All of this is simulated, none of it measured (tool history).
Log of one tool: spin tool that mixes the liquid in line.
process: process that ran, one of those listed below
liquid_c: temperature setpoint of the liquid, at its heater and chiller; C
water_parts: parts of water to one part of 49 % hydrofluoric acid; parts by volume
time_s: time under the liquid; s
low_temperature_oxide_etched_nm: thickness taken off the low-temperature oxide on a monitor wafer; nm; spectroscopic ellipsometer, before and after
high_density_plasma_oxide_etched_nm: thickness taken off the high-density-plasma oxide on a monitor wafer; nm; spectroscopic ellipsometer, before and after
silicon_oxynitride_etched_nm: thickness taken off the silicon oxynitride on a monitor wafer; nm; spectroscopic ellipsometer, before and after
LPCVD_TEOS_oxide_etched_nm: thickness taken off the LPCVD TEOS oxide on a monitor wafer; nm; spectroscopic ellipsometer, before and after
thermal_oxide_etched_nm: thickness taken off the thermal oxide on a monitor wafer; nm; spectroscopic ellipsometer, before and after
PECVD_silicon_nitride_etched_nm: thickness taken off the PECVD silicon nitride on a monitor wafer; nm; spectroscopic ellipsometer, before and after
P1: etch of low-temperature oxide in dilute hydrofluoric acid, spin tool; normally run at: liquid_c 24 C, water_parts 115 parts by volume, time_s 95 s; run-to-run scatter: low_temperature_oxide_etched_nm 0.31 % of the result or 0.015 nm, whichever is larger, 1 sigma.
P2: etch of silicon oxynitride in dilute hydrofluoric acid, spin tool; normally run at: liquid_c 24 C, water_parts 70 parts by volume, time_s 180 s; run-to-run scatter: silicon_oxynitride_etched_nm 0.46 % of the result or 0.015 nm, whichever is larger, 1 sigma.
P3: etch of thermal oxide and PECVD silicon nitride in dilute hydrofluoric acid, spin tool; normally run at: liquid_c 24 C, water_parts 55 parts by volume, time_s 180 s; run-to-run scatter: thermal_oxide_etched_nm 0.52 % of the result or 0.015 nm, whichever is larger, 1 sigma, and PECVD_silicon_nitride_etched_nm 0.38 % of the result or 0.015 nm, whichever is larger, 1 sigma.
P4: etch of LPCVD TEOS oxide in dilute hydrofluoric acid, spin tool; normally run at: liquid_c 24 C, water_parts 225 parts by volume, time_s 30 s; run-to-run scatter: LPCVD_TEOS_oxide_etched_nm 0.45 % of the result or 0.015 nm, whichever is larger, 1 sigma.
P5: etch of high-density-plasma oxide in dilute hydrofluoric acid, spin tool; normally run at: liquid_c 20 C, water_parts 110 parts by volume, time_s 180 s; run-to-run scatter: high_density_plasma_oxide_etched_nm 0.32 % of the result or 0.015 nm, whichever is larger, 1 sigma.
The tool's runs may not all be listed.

| run | day | process | liquid_c | water_parts | time_s | low_temperature_oxide_etched_nm | high_density_plasma_oxide_etched_nm | silicon_oxynitride_etched_nm | LPCVD_TEOS_oxide_etched_nm | thermal_oxide_etched_nm | PECVD_silicon_nitride_etched_nm |
|---|---|---|---|---|---|---|---|---|---|---|---|
| 1 | 0.167 | P1 | 24 | 115 | 95 | 17.745 |  |  |  |  |  |
| 2 | 0.312 | P5 | 20 | 55 | 180 |  | 18.249 |  |  |  |  |
| 3 | 0.412 | P1 | 24 | 115 | 95 | 17.655 |  |  |  |  |  |
| 4 | 0.538 | P5 | 20 | 110 | 60 |  | 2.867 |  |  |  |  |
| 5 | 0.633 | P1 | 32 | 115 | 95 | 24.023 |  |  |  |  |  |
| 6 | 0.788 | P2 | 24 | 70 | 15 |  |  | 0.58052 |  |  |  |
| 7 | 0.904 | P1 | 24 | 115 | 95 | 17.711 |  |  |  |  |  |
| 8 | 1.012 | P1 | 17.5 | 115 | 95 | 13.574 |  |  |  |  |  |
| 9 | 1.1 | P4 | 24 | 50 | 30 |  |  |  | 25.736 |  |  |
| 10 | 1.196 | P2 | 32.5 | 70 | 180 |  |  | 10.198 |  |  |  |
| 11 | 1.325 | P1 | 24 | 205 | 95 | 8.9641 |  |  |  |  |  |
| 12 | 1.433 | P4 | 24 | 225 | 15 |  |  |  | 2.3384 |  |  |
| 13 | 1.592 | P1 | 24 | 115 | 50 | 9.3264 |  |  |  |  |  |
| 14 | 1.7 | P1 | 19.5 | 115 | 170 | 26.374 |  |  |  |  |  |
| 15 | 1.808 | P1 | 24 | 115 | 95 | 17.766 |  |  |  |  |  |
| 16 | 1.904 | P4 | 18 | 225 | 30 |  |  |  | 3.7142 |  |  |
| 17 | 2.038 | P3 | 24 | 55 | 180 |  |  |  |  | 16.403 | 5.5545 |
| 18 | 2.233 | P1 | 24 | 115 | 160 | 29.918 |  |  |  |  |  |
| 19 | 2.329 | P1 | 18 | 175 | 95 | 8.6556 |  |  |  |  |  |
| 20 | 2.425 | P3 | 24 | 30 | 180 |  |  |  |  | 31.268 | 10.006 |
| 21 | 2.562 | P5 | 17 | 110 | 180 |  | 7.5428 |  |  |  |  |
| 22 | 2.733 | P5 | 20 | 110 | 180 |  | 8.5367 |  |  |  |  |
| 23 | 2.925 | P1 | 24 | 45 | 95 | 49.502 |  |  |  |  |  |
| 24 | 3.117 | P4 | 24 | 225 | 30 |  |  |  | 4.6831 |  |  |
| 25 | 3.238 | P3 | 29 | 55 | 180 |  |  |  |  | 20.138 | 7.6672 |
| 26 | 3.425 | P3 | 24 | 55 | 325 |  |  |  |  | 29.84 | 9.986 |
| 27 | 3.538 | P1 | 24 | 115 | 95 | 17.651 |  |  |  |  |  |
| 28 | 3.729 | P2 | 24 | 20 | 180 |  |  | 24.573 |  |  |  |
| 29 | 3.896 | P5 | 20 | 110 | 180 |  | 8.581 |  |  |  |  |
| 30 | 4.004 | P1 | 20 | 115 | 140 | 22.264 |  |  |  |  |  |
| 31 | 4.104 | P2 | 24 | 70 | 180 |  |  | 6.808 |  |  |  |
| 32 | 4.208 | P1 | 24 | 115 | 95 | 17.609 |  |  |  |  |  |
| 33 | 4.321 | P1 | 24 | 115 | 95 | 17.376 |  |  |  |  |  |
| 34 | 4.471 | P1 | 24 | 115 | 95 | 17.028 |  |  |  |  |  |
| 35 | 4.633 | P1 | 24 | 115 | 95 | 16.66 |  |  |  |  |  |
| 36 | 4.771 | P1 | 24 | 115 | 95 | 16.497 |  |  |  |  |  |
| 37 | 4.904 | P1 | 24 | 115 | 95 | 16.387 |  |  |  |  |  |
| 38 | 5.062 | P1 | 24 | 115 | 95 | 16.363 |  |  |  |  |  |
| 39 | 5.25 | P1 | 24 | 115 | 95 | 16.183 |  |  |  |  |  |
| 40 | 5.333 | P1 | 24 | 115 | 95 | 16.215 |  |  |  |  |  |
| 41 | 5.512 | P1 | 24 | 115 | 95 | 16.186 |  |  |  |  |  |
| 42 | 5.667 | P1 | 24 | 115 | 95 | 16.244 |  |  |  |  |  |
| 43 | 5.833 | P1 | 24 | 115 | 95 | 16.162 |  |  |  |  |  |

What P1 gives has crept away from where it was. These 2 causes fit the log equally well, each at the size given:
A: liquid colder than its thermometer reads (K) = 2.4
B: hydrofluoric acid flow below the setpoint (%) = 7.96
The creep began at about day 4.208.

4 check runs are offered, one wafer each, their results left as question marks. Which one tells the causes apart?
| check 1 | 6 | P2 | 32 | 70 | 45 |  |  | ? |  |  |  |
| check 2 | 6 | P5 | 20 | 80 | 65 |  | ? |  |  |  |  |
| check 3 | 6 | P4 | 19 | 225 | 30 |  |  |  | ? |  |  |
| check 4 | 6 | P3 | 24 | 55 | 270 |  |  |  |  | ? | ? |

What each check would give under each cause:
| check | result | if A | if B |
|---|---|---|---|
| check 1 | silicon_oxynitride_etched_nm | 2.2313 | 2.2756 |
| check 2 | high_density_plasma_oxide_etched_nm | 3.9848 | 4.0249 |
| check 3 | LPCVD_TEOS_oxide_etched_nm | 3.5251 | 3.4993 |
| check 4 | thermal_oxide_etched_nm | 22.343 | 22.57 |
| check 4 | PECVD_silicon_nitride_etched_nm | 7.0788 | 7.6799 |
How far apart the two closest causes lie, in the result that separates them most: check 1 1.97 %; check 2 1 %; check 3 0.73 %; check 4 8.15 %
Check 4 tells the causes apart: in the others they would give nearly the same result.

Check 4 was then run and gave: thermal_oxide_etched_nm 22.558 nm; PECVD_silicon_nitride_etched_nm 7.6872 nm. Which cause is it?

It is B: hydrofluoric acid flow below the setpoint (%).
